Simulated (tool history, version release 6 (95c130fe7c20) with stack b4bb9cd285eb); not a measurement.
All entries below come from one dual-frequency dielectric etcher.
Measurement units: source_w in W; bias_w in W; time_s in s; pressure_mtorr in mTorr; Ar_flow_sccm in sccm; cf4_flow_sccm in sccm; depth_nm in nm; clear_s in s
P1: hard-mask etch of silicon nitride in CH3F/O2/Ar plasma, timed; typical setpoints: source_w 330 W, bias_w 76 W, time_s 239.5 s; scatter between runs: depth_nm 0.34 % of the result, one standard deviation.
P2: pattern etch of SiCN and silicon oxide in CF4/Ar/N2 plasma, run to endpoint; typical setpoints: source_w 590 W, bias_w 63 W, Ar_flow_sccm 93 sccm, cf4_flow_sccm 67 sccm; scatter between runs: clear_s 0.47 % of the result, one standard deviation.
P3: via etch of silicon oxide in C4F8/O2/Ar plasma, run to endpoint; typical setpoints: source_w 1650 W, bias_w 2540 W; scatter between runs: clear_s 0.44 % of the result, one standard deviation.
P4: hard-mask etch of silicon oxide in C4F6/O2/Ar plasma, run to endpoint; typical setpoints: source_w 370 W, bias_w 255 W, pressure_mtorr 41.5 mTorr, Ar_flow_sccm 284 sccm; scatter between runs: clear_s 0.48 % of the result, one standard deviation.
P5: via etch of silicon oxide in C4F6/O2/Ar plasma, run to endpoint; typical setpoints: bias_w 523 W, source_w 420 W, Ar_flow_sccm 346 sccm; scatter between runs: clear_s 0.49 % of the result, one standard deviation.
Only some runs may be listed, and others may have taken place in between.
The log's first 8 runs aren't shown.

{"run": 9, "day": 3.762, "process": "P1", "source_w": 440, "bias_w": 99, "time_s": 239.5, "depth_nm": 197.73}
{"day": 3.779, "done": "wet clean of the chamber"}
{"run": 10, "day": 4.012, "process": "P5", "source_w": 420, "bias_w": 523, "Ar_flow_sccm": 282, "clear_s": 23.733}
{"run": 11, "day": 4.438, "process": "P5", "source_w": 420, "bias_w": 707, "Ar_flow_sccm": 346, "clear_s": 21.586}
{"run": 12, "day": 4.871, "process": "P1", "source_w": 410, "bias_w": 76, "time_s": 239.5, "depth_nm": 175.1}
{"run": 13, "day": 5.188, "process": "P5", "source_w": 290, "bias_w": 523, "Ar_flow_sccm": 346, "clear_s": 28.098}
{"run": 14, "day": 5.679, "process": "P2", "source_w": 390, "bias_w": 63, "Ar_flow_sccm": 93, "cf4_flow_sccm": 67, "clear_s": 15.339}
{"run": 15, "day": 6.012, "process": "P3", "source_w": 1650, "bias_w": 1529, "clear_s": 190.25}
{"run": 16, "day": 6.454, "process": "P4", "source_w": 370, "bias_w": 339, "pressure_mtorr": 41.5, "Ar_flow_sccm": 284, "clear_s": 45.513}
{"run": 17, "day": 7.0, "process": "P1", "source_w": 330, "bias_w": 76, "time_s": 162, "depth_nm": 108.64}
{"run": 18, "day": 7.525, "process": "P4", "source_w": 370, "bias_w": 255, "pressure_mtorr": 58.5, "Ar_flow_sccm": 284, "clear_s": 51.886}

Run 19 has not been measured yet. What should we expect?
{"run": 19, "day": 8.092, "process": "P2", "source_w": 590, "bias_w": 63, "Ar_flow_sccm": 93, "cf4_flow_sccm": 48, "clear_s": "?"}

{"run 19": {"clear_s": 11.196}}
